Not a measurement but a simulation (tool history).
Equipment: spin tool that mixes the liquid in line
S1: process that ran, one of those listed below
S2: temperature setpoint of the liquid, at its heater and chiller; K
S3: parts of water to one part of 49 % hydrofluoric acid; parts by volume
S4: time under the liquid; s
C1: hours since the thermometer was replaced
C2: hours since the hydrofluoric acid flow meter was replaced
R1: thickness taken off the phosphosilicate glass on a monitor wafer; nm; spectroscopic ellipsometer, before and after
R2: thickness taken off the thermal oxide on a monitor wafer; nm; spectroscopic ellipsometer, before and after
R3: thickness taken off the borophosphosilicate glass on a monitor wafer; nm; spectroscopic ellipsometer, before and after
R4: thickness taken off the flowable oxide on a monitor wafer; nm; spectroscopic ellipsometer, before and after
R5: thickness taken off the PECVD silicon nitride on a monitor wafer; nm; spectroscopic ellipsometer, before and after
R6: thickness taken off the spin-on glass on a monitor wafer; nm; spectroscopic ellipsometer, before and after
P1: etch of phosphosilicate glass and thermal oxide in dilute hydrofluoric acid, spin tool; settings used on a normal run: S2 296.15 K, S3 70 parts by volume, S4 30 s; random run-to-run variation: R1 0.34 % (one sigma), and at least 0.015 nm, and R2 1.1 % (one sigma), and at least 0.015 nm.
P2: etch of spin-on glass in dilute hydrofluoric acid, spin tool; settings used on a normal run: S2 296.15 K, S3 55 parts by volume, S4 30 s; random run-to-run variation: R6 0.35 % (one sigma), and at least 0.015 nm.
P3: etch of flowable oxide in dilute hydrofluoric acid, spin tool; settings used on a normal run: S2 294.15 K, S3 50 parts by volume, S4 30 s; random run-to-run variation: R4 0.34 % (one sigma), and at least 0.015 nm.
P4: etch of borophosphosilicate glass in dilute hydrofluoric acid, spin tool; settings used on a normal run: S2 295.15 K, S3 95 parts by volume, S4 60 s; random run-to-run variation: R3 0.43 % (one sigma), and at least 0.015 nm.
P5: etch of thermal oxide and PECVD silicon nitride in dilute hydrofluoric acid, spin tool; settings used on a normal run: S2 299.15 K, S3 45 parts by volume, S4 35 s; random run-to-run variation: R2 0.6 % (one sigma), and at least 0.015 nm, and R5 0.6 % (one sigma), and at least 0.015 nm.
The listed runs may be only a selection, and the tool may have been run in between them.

run 1 hour=9.7 | S1=P1 S2=296.15 S3=70 S4=30 | C1=365.9 C2=900.8 | R1=42.502 R2=1.91490
run 2 hour=17.5 | S1=P4 S2=295.15 S3=95 S4=110 | C1=373.7 C2=908.6 | R3=36.8020
run 3 hour=23.7 | S1=P3 S2=301.15 S3=50 S4=30 | C1=379.9 C2=914.8 | R4=43.156
run 4 hour=30.4 | S1=P1 S2=296.15 S3=70 S4=30 | C1=386.6 C2=921.5 | R1=42.321 R2=1.92850
run 5 hour=42.3 | S1=P3 S2=294.15 S3=50 S4=30 | C1=398.5 C2=933.4 | R4=32.140
run 6 hour=49.0 | S1=P1 S2=296.15 S3=130 S4=30 | C1=405.2 C2=940.1 | R1=21.250 R2=0.93247
run 7 hour=56.6 | S1=P5 S2=299.15 S3=45 S4=15 | C1=412.8 C2=947.7 | R2=1.86230 R5=1.8560
run 8 hour=65.7 | S1=P5 S2=299.15 S3=45 S4=35 | C1=421.9 C2=956.8 | R2=4.35450 R5=4.3851
run 9 hour=75.3 | S1=P1 S2=296.15 S3=70 S4=30 | C1=431.5 C2=966.4 | R1=42.313 R2=1.95510
run 10 hour=86.3 | S1=P1 S2=296.15 S3=120 S4=45 | C1=442.5 C2=977.4 | R1=35.135 R2=1.58370
run 11 hour=95.7 | S1=P4 S2=290.65 S3=95 S4=60 | C1=451.9 C2=986.8 | R3=16.4640
run 12 hour=104.8 | S1=P2 S2=296.15 S3=30 S4=30 | C1=461.0 C2=995.9 | R6=38.707
run 13 hour=112.9 | S1=P5 S2=303.65 S3=45 S4=35 | C1=469.1 C2=1004.0 | R2=5.19170 R5=5.8481
run 14 hour=120.6 | S1=P5 S2=299.15 S3=45 S4=35 | C1=476.8 C2=1011.7 | R2=4.36620 R5=4.3474
run 15 hour=128.2 | S1=P1 S2=296.15 S3=70 S4=30 | C1=484.4 C2=1019.3 | R1=42.569 R2=1.93290
run 16 hour=140.5 | S1=P3 S2=294.15 S3=50 S4=30 | C1=496.7 C2=1031.6 | R4=32.174
run 17 hour=148.0 | S1=P1 S2=296.15 S3=70 S4=65 | C1=504.2 C2=1039.1 | R1=91.955 R2=4.20240
run 18 hour=157.2 | S1=P1 S2=304.15 S3=70 S4=30 | C1=513.4 C2=1048.3 | R1=58.010 R2=2.64850
run 19 hour=167.4 | S1=P1 S2=296.15 S3=70 S4=30 | C1=523.6 C2=1058.5 | R1=42.513 R2=1.93840
run 20 hour=175.9 | S1=P2 S2=290.15 S3=55 S4=30 | C1=532.1 C2=1067.0 | R6=15.929
run 21 hour=187.2 | S1=P4 S2=295.15 S3=95 S4=60 | C1=543.4 C2=1078.3 | R3=20.1640
run 22 hour=197.3 | S1=P5 S2=299.15 S3=20 S4=35 | C1=553.5 C2=1088.4 | R2=10.19900 R5=9.5358
run 23 hour=209.6 | S1=P3 S2=294.15 S3=50 S4=15 | C1=565.8 C2=1100.7 | R4=16.103
-- hour=221.0 thermometer replaced
run 24 hour=221.4 | S1=P1 S2=296.15 S3=70 S4=15 | C1=0.4 C2=1112.5 | R1=21.230 R2=0.98601
run 25 hour=231.2 | S1=P1 S2=296.15 S3=70 S4=30 | C1=10.2 C2=1122.3 | R1=42.776 R2=1.96910
run 26 hour=241.9 | S1=P2 S2=296.15 S3=55 S4=30 | C1=20.9 C2=1133.0 | R6=20.587
run 27 hour=254.5 | S1=P1 S2=296.15 S3=30 S4=30 | C1=33.5 C2=1145.6 | R1=104.740 R2=4.81770
run 28 hour=263.0 | S1=P4 S2=295.15 S3=95 S4=60 | C1=42.0 C2=1154.1 | R3=19.8910
run 29 hour=269.3 | S1=P1 S2=296.15 S3=115 S4=55 | C1=48.3 C2=1160.4 | R1=44.880 R2=2.08770
run 30 hour=274.9 | S1=P2 S2=296.15 S3=55 S4=30 | C1=53.9 C2=1166.0 | R6=20.517
run 31 hour=287.3 | S1=P3 S2=294.15 S3=85 S4=30 | C1=66.3 C2=1178.4 | R4=18.181
run 32 hour=296.9 | S1=P2 S2=296.15 S3=55 S4=65 | C1=75.9 C2=1188.0 | R6=44.732
run 33 hour=306.4 | S1=P1 S2=290.65 S3=70 S4=30 | C1=85.4 C2=1197.5 | R1=33.867 R2=1.54870
run 34 hour=312.0 | S1=P4 S2=295.15 S3=175 S4=60 | C1=91.0 C2=1203.1 | R3=9.8979
run 35 hour=321.5 | S1=P1 S2=296.15 S3=70 S4=30 | C1=100.5 C2=1212.6 | R1=42.284 R2=1.93250
run 36 hour=333.8 | S1=P1 S2=296.15 S3=70 S4=30 | C1=112.8 C2=1224.9 | R1=40.709 R2=1.92280
run 37 hour=341.8 | S1=P1 S2=296.15 S3=70 S4=30 | C1=120.8 C2=1232.9 | R1=40.471 R2=1.82680
run 38 hour=347.8 | S1=P1 S2=296.15 S3=70 S4=30 | C1=126.8 C2=1238.9 | R1=40.316 R2=1.86270
run 39 hour=356.8 | S1=P1 S2=296.15 S3=70 S4=30 | C1=135.8 C2=1247.9 | R1=40.238 R2=1.84870
run 40 hour=363.9 | S1=P1 S2=296.15 S3=70 S4=30 | C1=142.9 C2=1255.0 | R1=40.062 R2=1.82500
run 41 hour=370.1 | S1=P1 S2=296.15 S3=70 S4=30 | C1=149.1 C2=1261.2 | R1=39.941 R2=1.82930
run 42 hour=379.7 | S1=P1 S2=296.15 S3=70 S4=30 | C1=158.7 C2=1270.8 | R1=39.715 R2=1.81160

What P1 gives has crept off from where it sat before. The 2 causes that follow fit the log equally well, each at the size noted:
A: liquid colder than its thermometer reads (K) = 1.54
B: hydrofluoric acid flow below the setpoint (%) = 5.63
The onset of the drift is placed at about hour 321.5.

Below are 4 check runs, each averaged over 2 wafers, with their results shown as question marks. Which of them would give clearly different results depending on which cause is behind the drift?
run check 1 hour=389.3 | S1=P5 S2=299.15 S3=45 S4=35 | R2=? R5=?
run check 2 hour=389.3 | S1=P3 S2=294.15 S3=50 S4=30 | R4=?
run check 3 hour=389.3 | S1=P4 S2=295.15 S3=95 S4=60 | R3=?
run check 4 hour=389.3 | S1=P2 S2=296.15 S3=55 S4=30 | R6=?

How each check would come out, cause by cause:
check=check_1 result=R2 if_A=4.10060 if_B=4.10640
check=check_1 result=R5 if_A=3.9384 if_B=4.1256
check=check_2 result=R4 if_A=30.138 if_B=30.251
check=check_3 result=R3 if_A=18.7950 if_B=18.7600
check=check_4 result=R6 if_A=19.303 if_B=19.340
Smallest distance between any two causes, each pair judged by its most separating result, in per cent: check 1 4.65 %; check 2 0.37 %; check 3 0.19 %; check 4 0.19 %
Only check 1 tells the causes apart: in the others they would give nearly the same result.

Check 1 was then run and gave: R2 4.10940 nm; R5 3.9334 nm. Which cause is it?

Of the candidate causes, it is A: liquid colder than its thermometer reads (K).
